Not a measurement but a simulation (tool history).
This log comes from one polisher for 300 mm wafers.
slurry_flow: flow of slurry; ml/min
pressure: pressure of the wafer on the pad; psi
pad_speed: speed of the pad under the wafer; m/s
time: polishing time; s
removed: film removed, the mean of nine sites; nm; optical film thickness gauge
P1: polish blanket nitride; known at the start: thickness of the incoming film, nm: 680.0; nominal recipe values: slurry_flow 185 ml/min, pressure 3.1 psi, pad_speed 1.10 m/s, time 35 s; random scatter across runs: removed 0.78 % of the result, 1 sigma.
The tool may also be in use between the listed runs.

run   hour  slurry_flow  pressure  pad_speed  time  wafers polished on this pad  hours since the slurry nozzle was cleaned  hours since the head pressure was calibrated  removed
  1   13.6          185       3.1       1.10    35                          387                                      412.5                                         408.2   65.584
  2   26.5          185       4.9       1.10    35                          569                                      425.4                                         421.1  101.560
  3   38.9          185       3.1       1.10    35                          743                                      437.8                                         433.5   65.102
  4   46.5          185       3.1       1.10    35                          850                                      445.4                                         441.1   65.453
  5   59.3          110       3.1       1.10    35                         1030                                      458.2                                         453.9   59.860
  6   65.2          280       3.1       1.10    35                         1113                                      464.1                                         459.8   67.894
  7   74.5          185       3.1       0.56    35                         1244                                      473.4                                         469.1   38.009
  8   81.9          185       3.1       1.10    35                         1348                                      480.8                                         476.5   65.712
      84.6  -- head pressure recalibrated
  9   90.0          185       3.1       1.10    35                         1462                                      488.9                                           5.4   64.214
 10  103.5          185       3.1       1.10    44                         1652                                      502.4                                          18.9   81.467
 11  109.5          185       3.1       1.66    21                         1736                                      508.4                                          24.9   53.491
 12  116.8          185       3.1       0.60    24                         1839                                      515.7                                          32.2   27.293
 13  123.4          185       1.4       1.10    35                         1932                                      522.3                                          38.8   28.678
 14  131.6          185       3.1       1.10    20                         2047                                      530.5                                          47.0   36.746
 15  140.7          185       3.1       1.10    35                         2175                                      539.6                                          56.1   64.363
 16  152.2          185       3.1       1.70    35                         2337                                      551.1                                          67.6   91.783
 17  164.3          185       3.1       1.10    35                         2507                                      563.2                                          79.7   64.325
 18  173.1          185       3.1       1.10    35                         2631                                      572.0                                          88.5   64.034
 19  179.7          185       3.1       1.10    35                         2723                                      578.6                                          95.1   61.367
 20  193.6          185       3.1       1.10    35                         2919                                      592.5                                         109.0   61.707
 21  205.8          185       3.1       1.10    35                         3090                                      604.7                                         121.2   60.791
 22  214.9          185       3.1       1.10    35                         3218                                      613.8                                         130.3   60.711
     217.5  -- worn pad replaced by a new one
 23  228.4          185       3.1       1.10    35                          154                                      627.3                                         143.8   61.078
 24  239.8          185       3.1       1.10    35                          314                                      638.7                                         155.2   60.138
 25  253.8          185       3.1       1.10    35                          511                                      652.7                                         169.2   60.194

What P1 gives has crept away from where it was. These 2 causes fit the log equally well, each at the size given:
A: slurry flow missing at the pad, % = 33.6
B: head's pressure below its setpoint, % = 6.83
The gradual shift began around hour 164.3.
All other causes, with the reason each is excluded:
removal rate lost through wear of the pad, %: serviced after onset, at hour 217.5, with no recovery of the prior output

Below are 4 check runs, each averaged over 2 wafers, with their results shown as question marks. Which of them would give clearly different results depending on which cause is behind the drift?
check 1  267.8          185       1.6       1.38    35                                                                                                                              ?
check 2  267.8          185       4.9       0.78    35                                                                                                                              ?
check 3  267.8          110       4.0       1.10    35                                                                                                                              ?
check 4  267.8          185       4.4       0.74    35                                                                                                                              ?

What every check run would give for each of its results, assuming each possible cause in turn:
  check   result    if A    if B
check 1  removed  37.299  37.300
check 2  removed  72.368  72.369
check 3  removed  67.830  70.742
check 4  removed  62.304  62.305
Per check, the gap between the least separated pair of causes, taken in the result that splits them most: check 1 0 %; check 2 0 %; check 3 4.2 %; check 4 0 %
Check 3 is the one run that separates the causes; every other check would come out nearly the same whichever cause is at work.

After running check 3, the following was obtained: removed 70.334 nm. Which cause does this point to?

B is the cause: head's pressure below its setpoint, %.

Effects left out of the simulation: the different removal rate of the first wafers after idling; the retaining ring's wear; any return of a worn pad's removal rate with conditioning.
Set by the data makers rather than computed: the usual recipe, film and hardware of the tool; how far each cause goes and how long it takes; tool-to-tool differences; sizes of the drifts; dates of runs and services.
